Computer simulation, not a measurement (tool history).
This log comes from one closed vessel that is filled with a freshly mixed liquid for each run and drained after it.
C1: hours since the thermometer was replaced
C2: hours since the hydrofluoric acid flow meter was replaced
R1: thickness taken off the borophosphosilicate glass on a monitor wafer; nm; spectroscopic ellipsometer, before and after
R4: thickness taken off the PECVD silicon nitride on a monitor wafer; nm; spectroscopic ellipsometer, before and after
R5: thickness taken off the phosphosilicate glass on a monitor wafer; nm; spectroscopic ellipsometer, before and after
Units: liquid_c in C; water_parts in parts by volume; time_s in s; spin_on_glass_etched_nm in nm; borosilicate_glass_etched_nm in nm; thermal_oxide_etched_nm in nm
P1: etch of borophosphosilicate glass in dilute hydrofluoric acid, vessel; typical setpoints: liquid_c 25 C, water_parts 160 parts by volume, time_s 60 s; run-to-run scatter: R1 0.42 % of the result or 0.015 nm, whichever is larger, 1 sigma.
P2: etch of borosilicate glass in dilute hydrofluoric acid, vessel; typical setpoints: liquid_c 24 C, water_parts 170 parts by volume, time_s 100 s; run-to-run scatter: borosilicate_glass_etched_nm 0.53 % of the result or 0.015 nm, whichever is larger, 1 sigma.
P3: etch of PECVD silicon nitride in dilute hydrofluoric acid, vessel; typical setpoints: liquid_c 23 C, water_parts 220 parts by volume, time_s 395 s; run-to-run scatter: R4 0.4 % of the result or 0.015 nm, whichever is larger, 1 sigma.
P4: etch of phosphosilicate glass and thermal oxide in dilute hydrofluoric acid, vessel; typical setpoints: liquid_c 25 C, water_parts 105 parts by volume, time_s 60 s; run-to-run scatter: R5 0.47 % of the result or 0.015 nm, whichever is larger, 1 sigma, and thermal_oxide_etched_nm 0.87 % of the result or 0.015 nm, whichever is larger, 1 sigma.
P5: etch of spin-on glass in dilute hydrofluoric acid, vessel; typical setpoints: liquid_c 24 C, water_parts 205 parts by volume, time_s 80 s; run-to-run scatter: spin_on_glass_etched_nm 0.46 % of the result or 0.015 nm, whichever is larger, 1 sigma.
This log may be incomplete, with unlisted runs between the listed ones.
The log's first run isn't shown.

{"run": 2, "day": 0.625, "process": "P1", "liquid_c": 18.5, "water_parts": 160, "time_s": 60, "C1": 375.9, "C2": 883.5, "R1": 19.689}
{"run": 3, "day": 0.95, "process": "P1", "liquid_c": 25, "water_parts": 295, "time_s": 60, "C1": 383.7, "C2": 891.3, "R1": 12.068}
{"run": 4, "day": 1.346, "process": "P5", "liquid_c": 24, "water_parts": 205, "time_s": 80, "C1": 393.2, "C2": 900.8, "spin_on_glass_etched_nm": 13.346}
{"run": 5, "day": 1.629, "process": "P5", "liquid_c": 24, "water_parts": 345, "time_s": 80, "C1": 400, "C2": 907.6, "spin_on_glass_etched_nm": 6.8681}
{"run": 6, "day": 2.021, "process": "P5", "liquid_c": 27.5, "water_parts": 205, "time_s": 80, "C1": 409.4, "C2": 917, "spin_on_glass_etched_nm": 15.044}
{"run": 7, "day": 2.383, "process": "P2", "liquid_c": 18, "water_parts": 170, "time_s": 100, "C1": 418.1, "C2": 925.7, "borosilicate_glass_etched_nm": 18.004}
{"run": 8, "day": 2.775, "process": "P2", "liquid_c": 24, "water_parts": 170, "time_s": 100, "C1": 427.5, "C2": 935.1, "borosilicate_glass_etched_nm": 22.858}
{"run": 9, "day": 3.138, "process": "P3", "liquid_c": 23, "water_parts": 220, "time_s": 395, "C1": 436.2, "C2": 943.8, "R4": 6.6316}
{"run": 10, "day": 3.446, "process": "P2", "liquid_c": 24, "water_parts": 30, "time_s": 100, "C1": 443.6, "C2": 951.2, "borosilicate_glass_etched_nm": 153.35}
{"run": 11, "day": 3.792, "process": "P4", "liquid_c": 25, "water_parts": 105, "time_s": 60, "C1": 451.9, "C2": 959.5, "R5": 120.08, "thermal_oxide_etched_nm": 2.7258}
{"run": 12, "day": 4.0, "process": "P5", "liquid_c": 24, "water_parts": 205, "time_s": 45, "C1": 456.9, "C2": 964.5, "spin_on_glass_etched_nm": 7.4852}
{"run": 13, "day": 4.325, "process": "P3", "liquid_c": 23, "water_parts": 220, "time_s": 775, "C1": 464.7, "C2": 972.3, "R4": 12.905}
{"run": 14, "day": 4.708, "process": "P1", "liquid_c": 28.5, "water_parts": 160, "time_s": 30, "C1": 473.9, "C2": 981.5, "R1": 14.543}
{"run": 15, "day": 4.975, "process": "P4", "liquid_c": 25, "water_parts": 105, "time_s": 30, "C1": 480.3, "C2": 987.9, "R5": 59.724, "thermal_oxide_etched_nm": 1.3549}
{"run": 16, "day": 5.425, "process": "P3", "liquid_c": 23, "water_parts": 345, "time_s": 395, "C1": 491.1, "C2": 998.7, "R4": 4.2679}
{"run": 17, "day": 5.633, "process": "P4", "liquid_c": 29.5, "water_parts": 105, "time_s": 60, "C1": 496.1, "C2": 1003.7, "R5": 141.25, "thermal_oxide_etched_nm": 3.2302}
{"run": 18, "day": 6.079, "process": "P3", "liquid_c": 23, "water_parts": 220, "time_s": 395, "C1": 506.8, "C2": 1014.4, "R4": 6.5606}
{"run": 19, "day": 6.388, "process": "P1", "liquid_c": 18, "water_parts": 55, "time_s": 60, "C1": 514.2, "C2": 1021.8, "R1": 63.091}
{"run": 20, "day": 6.729, "process": "P4", "liquid_c": 25, "water_parts": 170, "time_s": 60, "C1": 522.4, "C2": 1030, "R5": 68.15, "thermal_oxide_etched_nm": 1.5975}
{"run": 21, "day": 7.1, "process": "P5", "liquid_c": 24, "water_parts": 205, "time_s": 80, "C1": 531.3, "C2": 1038.9, "spin_on_glass_etched_nm": 13.237}
{"run": 22, "day": 7.338, "process": "P1", "liquid_c": 25, "water_parts": 160, "time_s": 60, "C1": 537, "C2": 1044.6, "R1": 25.447}
{"run": 23, "day": 7.738, "process": "P1", "liquid_c": 25, "water_parts": 45, "time_s": 60, "C1": 546.6, "C2": 1054.2, "R1": 104.54}

What does the tool deliver on the next run?
{"run": 24, "day": 8.0, "process": "P3", "liquid_c": 18, "water_parts": 220, "time_s": 395, "C1": 552.9, "C2": 1060.5, "R4": "?"}

Run 24 came out at R4 4.7908 nm.

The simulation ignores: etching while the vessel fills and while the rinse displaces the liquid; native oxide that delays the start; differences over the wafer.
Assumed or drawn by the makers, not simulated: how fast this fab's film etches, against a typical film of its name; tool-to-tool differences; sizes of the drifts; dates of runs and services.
